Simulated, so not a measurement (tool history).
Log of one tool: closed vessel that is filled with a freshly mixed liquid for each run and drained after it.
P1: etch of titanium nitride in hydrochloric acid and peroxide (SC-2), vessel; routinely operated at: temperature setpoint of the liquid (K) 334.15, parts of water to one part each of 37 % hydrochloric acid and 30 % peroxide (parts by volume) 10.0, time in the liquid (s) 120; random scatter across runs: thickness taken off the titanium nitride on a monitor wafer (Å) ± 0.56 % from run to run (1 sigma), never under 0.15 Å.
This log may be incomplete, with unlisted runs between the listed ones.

| run | hour | temperature setpoint of the liquid (K) | parts of water to one part each of 37 % hydrochloric acid and 30 % peroxide (parts by volume) | time in the liquid (s) | hours since the thermometer was replaced | hours since the chemicals flow meter was replaced | hours since the drum of peroxide was connected | thickness taken off the titanium nitride on a monitor wafer (Å) |
|---|---|---|---|---|---|---|---|---|
| 1 | 6.8 | 334.15 | 10.0 | 120 | 1620.4 | 473.4 | 602.7 | 58.882 |
| 2 | 13.1 | 334.15 | 10.0 | 120 | 1626.7 | 479.7 | 609.0 | 58.817 |
| 3 | 18.1 | 334.15 | 10.0 | 120 | 1631.7 | 484.7 | 614.0 | 59.225 |
| 4 | 23.0 | 334.15 | 10.0 | 50 | 1636.6 | 489.6 | 618.9 | 24.645 |
| 5 | 31.4 | 320.15 | 10.0 | 120 | 1645.0 | 498.0 | 627.3 | 23.550 |
| 6 | 37.5 | 326.65 | 16.0 | 120 | 1651.1 | 504.1 | 633.4 | 24.256 |
| 7 | 44.8 | 345.15 | 10.0 | 120 | 1658.4 | 511.4 | 640.7 | 114.210 |
| 8 | 50.3 | 340.65 | 15.5 | 120 | 1663.9 | 516.9 | 646.2 | 60.317 |
| 9 | 55.3 | 334.15 | 10.0 | 120 | 1668.9 | 521.9 | 651.2 | 58.886 |
| 10 | 64.0 | 341.15 | 10.0 | 180 | 1677.6 | 530.6 | 659.9 | 136.670 |
| 11 | 69.8 | 334.15 | 4.0 | 120 | 1683.4 | 536.4 | 665.7 | 118.180 |
|  | 73.5 | thermometer replaced |
| 12 | 78.4 | 334.15 | 10.0 | 120 | 5.0 | 545.0 | 674.3 | 58.409 |
| 13 | 85.8 | 334.15 | 16.0 | 120 | 12.4 | 552.4 | 681.7 | 39.115 |
| 14 | 93.9 | 334.15 | 10.0 | 235 | 20.5 | 560.5 | 689.8 | 115.410 |
| 15 | 101.7 | 334.15 | 10.0 | 120 | 28.3 | 568.3 | 697.6 | 58.982 |
| 16 | 106.3 | 334.15 | 10.0 | 120 | 32.9 | 572.9 | 702.2 | 60.115 |
| 17 | 111.6 | 334.15 | 10.0 | 120 | 38.2 | 578.2 | 707.5 | 61.782 |
| 18 | 118.7 | 334.15 | 10.0 | 120 | 45.3 | 585.3 | 714.6 | 62.687 |

Run 19 comes next. What will it give?
| 19 | 122.7 | 334.15 | 10.0 | 120 | 49.3 | 589.3 | 718.6 | ? |

{"run 19": {"thickness taken off the titanium nitride on a monitor wafer (Å)": 62.639}}
